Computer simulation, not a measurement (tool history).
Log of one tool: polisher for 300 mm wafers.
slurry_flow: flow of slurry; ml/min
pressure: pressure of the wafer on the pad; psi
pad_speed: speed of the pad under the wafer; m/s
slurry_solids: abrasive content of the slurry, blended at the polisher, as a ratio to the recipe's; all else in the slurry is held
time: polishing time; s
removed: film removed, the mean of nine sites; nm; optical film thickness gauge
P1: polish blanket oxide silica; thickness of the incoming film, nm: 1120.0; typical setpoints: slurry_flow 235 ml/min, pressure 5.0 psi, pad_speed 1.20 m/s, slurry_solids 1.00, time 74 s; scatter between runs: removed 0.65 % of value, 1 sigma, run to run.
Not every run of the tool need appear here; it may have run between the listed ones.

run,hour,slurry_flow,pressure,pad_speed,slurry_solids,time,wafers polished on this pad,hours since the slurry nozzle was cleaned,hours since the head pressure was calibrated,hours since the slurry blender was calibrated,hours since the conditioning disc was replaced,removed
1,12.6,235,5.0,1.20,1.00,74,290,47.4,436.7,108.7,463.3,292.25
2,22.7,235,5.0,0.58,1.00,74,374,57.5,446.8,118.8,473.4,162.74
3,29.5,235,5.0,1.20,1.35,74,431,64.3,453.6,125.6,480.2,333.54
4,36.4,235,2.7,1.20,1.00,74,488,71.2,460.5,132.5,487.1,158.25
5,44.4,140,5.0,1.20,1.00,74,555,79.2,468.5,140.5,495.1,271.42
6,58.4,235,5.0,1.20,1.00,74,672,93.2,482.5,154.5,509.1,293.64
7,73.3,325,5.0,1.20,1.40,74,796,108.1,497.4,169.4,524.0,352.48
8,81.5,235,5.0,1.84,1.00,74,864,116.3,505.6,177.6,532.2,410.85
9,95.7,235,5.0,1.20,1.00,74,983,130.5,519.8,191.8,546.4,294.73
10,102.5,235,5.0,1.20,1.00,74,1039,137.3,526.6,198.6,553.2,296.78
# hour 104.9: slurry nozzle cleaned
11,113.1,235,5.0,1.20,0.55,74,1128,8.3,537.2,209.2,563.8,212.32
12,125.7,235,5.0,1.20,1.00,74,1233,20.9,549.8,221.8,576.4,299.00
13,139.1,310,5.0,1.20,1.00,74,1345,34.3,563.2,235.2,589.8,300.69
14,147.0,235,7.5,1.20,1.00,74,1410,42.2,571.1,243.1,597.7,444.15
15,157.4,235,5.0,1.20,1.00,74,1497,52.6,581.5,253.5,608.1,295.98
# hour 166.1: conditioning disc replaced and pad reconditioned
16,168.6,235,5.0,1.20,1.00,39,1591,63.8,592.7,264.7,2.6,152.58
17,180.4,235,5.0,1.20,1.25,98,1689,75.6,604.5,276.5,14.4,429.42
18,192.4,235,5.0,1.20,1.00,117,1789,87.6,616.5,288.5,26.4,464.84
19,200.1,235,5.0,1.20,1.00,74,1853,95.3,624.2,296.2,34.1,292.76
20,208.8,235,5.0,1.20,1.00,74,1926,104.0,632.9,304.9,42.8,285.91
21,221.1,235,5.0,1.20,1.00,74,2028,116.3,645.2,317.2,55.1,274.57
22,230.4,235,5.0,1.20,1.00,74,2106,125.6,654.5,326.5,64.4,268.86

Estimate the outcome of run 23 from the log above:
# hour 236.3: head pressure recalibrated
23,241.1,235,5.0,1.20,1.00,74,2195,136.3,4.8,337.2,75.1,?

removed: 261.47 nm
